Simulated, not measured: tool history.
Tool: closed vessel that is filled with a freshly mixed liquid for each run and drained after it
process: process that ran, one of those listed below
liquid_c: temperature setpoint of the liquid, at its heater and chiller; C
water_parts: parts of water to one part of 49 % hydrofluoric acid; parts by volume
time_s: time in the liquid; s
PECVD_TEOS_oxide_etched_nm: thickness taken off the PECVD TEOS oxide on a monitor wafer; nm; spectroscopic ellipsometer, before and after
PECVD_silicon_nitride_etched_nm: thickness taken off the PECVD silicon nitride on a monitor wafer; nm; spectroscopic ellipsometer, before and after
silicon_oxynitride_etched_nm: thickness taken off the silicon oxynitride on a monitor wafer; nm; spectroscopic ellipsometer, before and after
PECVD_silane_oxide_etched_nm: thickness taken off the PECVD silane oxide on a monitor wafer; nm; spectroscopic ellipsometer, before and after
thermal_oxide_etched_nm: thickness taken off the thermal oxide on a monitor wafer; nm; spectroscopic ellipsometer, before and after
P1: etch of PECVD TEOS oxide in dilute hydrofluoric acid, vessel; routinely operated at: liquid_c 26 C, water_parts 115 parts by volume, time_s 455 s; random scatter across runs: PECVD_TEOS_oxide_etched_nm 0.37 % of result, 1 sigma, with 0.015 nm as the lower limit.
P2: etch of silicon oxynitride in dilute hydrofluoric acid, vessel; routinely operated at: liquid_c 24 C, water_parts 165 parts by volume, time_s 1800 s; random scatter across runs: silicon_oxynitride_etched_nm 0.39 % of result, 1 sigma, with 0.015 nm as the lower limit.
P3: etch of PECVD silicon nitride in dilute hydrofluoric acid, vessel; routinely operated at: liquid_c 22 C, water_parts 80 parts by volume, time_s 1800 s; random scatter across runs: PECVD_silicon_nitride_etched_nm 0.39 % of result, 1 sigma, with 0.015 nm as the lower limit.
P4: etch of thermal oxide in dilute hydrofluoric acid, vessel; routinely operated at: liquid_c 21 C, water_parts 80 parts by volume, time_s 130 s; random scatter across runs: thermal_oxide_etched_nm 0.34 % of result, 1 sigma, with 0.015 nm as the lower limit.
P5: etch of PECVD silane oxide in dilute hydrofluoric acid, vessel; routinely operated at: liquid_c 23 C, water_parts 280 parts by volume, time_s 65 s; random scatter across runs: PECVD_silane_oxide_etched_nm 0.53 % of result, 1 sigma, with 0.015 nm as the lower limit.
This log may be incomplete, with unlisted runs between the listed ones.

| run | hour | process | liquid_c | water_parts | time_s | PECVD_TEOS_oxide_etched_nm | PECVD_silicon_nitride_etched_nm | silicon_oxynitride_etched_nm | PECVD_silane_oxide_etched_nm | thermal_oxide_etched_nm |
|---|---|---|---|---|---|---|---|---|---|---|
| 1 | 8.5 | P1 | 26 | 115 | 455 | 36.251 |  |  |  |  |
| 2 | 15.5 | P1 | 32 | 115 | 455 | 45.338 |  |  |  |  |
| 3 | 21.9 | P1 | 26 | 115 | 455 | 36.042 |  |  |  |  |
| 4 | 29 | P3 | 22 | 80 | 3550 |  | 69.59 |  |  |  |
| 5 | 39.5 | P1 | 26 | 115 | 455 | 36.046 |  |  |  |  |
| 6 | 45.8 | P2 | 24 | 165 | 1800 |  |  | 41.302 |  |  |
| 7 | 54 | P1 | 26 | 115 | 455 | 36.077 |  |  |  |  |
| 8 | 60.9 | P3 | 22 | 80 | 1800 |  | 35.27 |  |  |  |
| 9 | 70.3 | P1 | 26 | 115 | 455 | 36.142 |  |  |  |  |
| 10 | 80.8 | P3 | 30 | 80 | 1800 |  | 59.509 |  |  |  |
| 11 | 86.8 | P5 | 23 | 280 | 65 |  |  |  | 5.7142 |  |
| 12 | 93.5 | P5 | 23 | 280 | 65 |  |  |  | 5.7037 |  |
| 13 | 98.4 | P2 | 18.5 | 165 | 1800 |  |  | 32.12 |  |  |
| 14 | 109.6 | P5 | 17 | 280 | 65 |  |  |  | 4.5644 |  |
| 15 | 118.8 | P4 | 27.5 | 80 | 130 |  |  |  |  | 8.8992 |
| 16 | 124.4 | P1 | 26 | 200 | 455 | 18.988 |  |  |  |  |
| 17 | 133.1 | P1 | 26 | 115 | 50 | 3.9546 |  |  |  |  |
| 18 | 142.2 | P2 | 24 | 280 | 1800 |  |  | 22.39 |  |  |
| 19 | 151.5 | P2 | 24 | 165 | 1800 |  |  | 41.167 |  |  |
|  | 154.4 | thermometer replaced |
| 20 | 162.3 | P1 | 26 | 115 | 455 | 36.407 |  |  |  |  |
| 21 | 171.5 | P4 | 21 | 80 | 130 |  |  |  |  | 6.9003 |

For run 22, what comes out?
| 22 | 180.8 | P1 | 20 | 115 | 455 | ? |  |  |  |  |

{"run 22": {"PECVD_TEOS_oxide_etched_nm": 28.7}}
